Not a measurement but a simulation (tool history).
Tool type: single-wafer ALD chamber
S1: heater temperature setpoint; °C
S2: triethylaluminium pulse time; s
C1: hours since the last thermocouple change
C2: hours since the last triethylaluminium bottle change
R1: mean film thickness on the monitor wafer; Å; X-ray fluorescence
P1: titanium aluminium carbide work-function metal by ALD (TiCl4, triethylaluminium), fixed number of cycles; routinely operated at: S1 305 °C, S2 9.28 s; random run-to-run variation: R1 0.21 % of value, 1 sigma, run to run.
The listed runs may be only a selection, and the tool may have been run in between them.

run,day,S1,S2,C1,C2,R1
1,0.121,305,9.28,933.9,706.2,20.458
2,0.279,305,9.28,937.7,710,20.417
3,0.417,324,3.39,941,713.3,15.914
4,0.608,305,12.64,945.6,717.9,21.11
# day 0.617: triethylaluminium bottle replaced
5,0.771,280,9.28,949.5,3.8,18.268
6,0.962,305,3.15,954.1,8.4,14.141
# day 1.067: thermocouple changed; heater temperature recalibrated
7,1.129,305,9.28,1.5,12.4,20.51
8,1.367,323,14.55,7.2,18.1,22.818
9,1.575,305,9.28,12.2,23.1,20.416
10,1.733,321,6.55,16,26.9,20.344
11,1.875,321,9.28,19.4,30.3,21.852
12,2.004,305,9.28,22.5,33.4,20.469
13,2.133,305,9.28,25.6,36.5,20.459
14,2.262,305,9.28,28.7,39.6,20.33
15,2.392,305,9.28,31.8,42.7,20.303
16,2.55,305,9.28,35.6,46.5,20.277
17,2.662,305,9.28,38.3,49.2,20.175
18,2.892,305,9.28,43.8,54.7,20.111
19,3.133,305,9.28,49.6,60.5,20.1
20,3.275,305,9.28,53,63.9,20.115

Forecast run 21:
21,3.446,305,9.28,57.1,68,?

R1: 20.047 Å
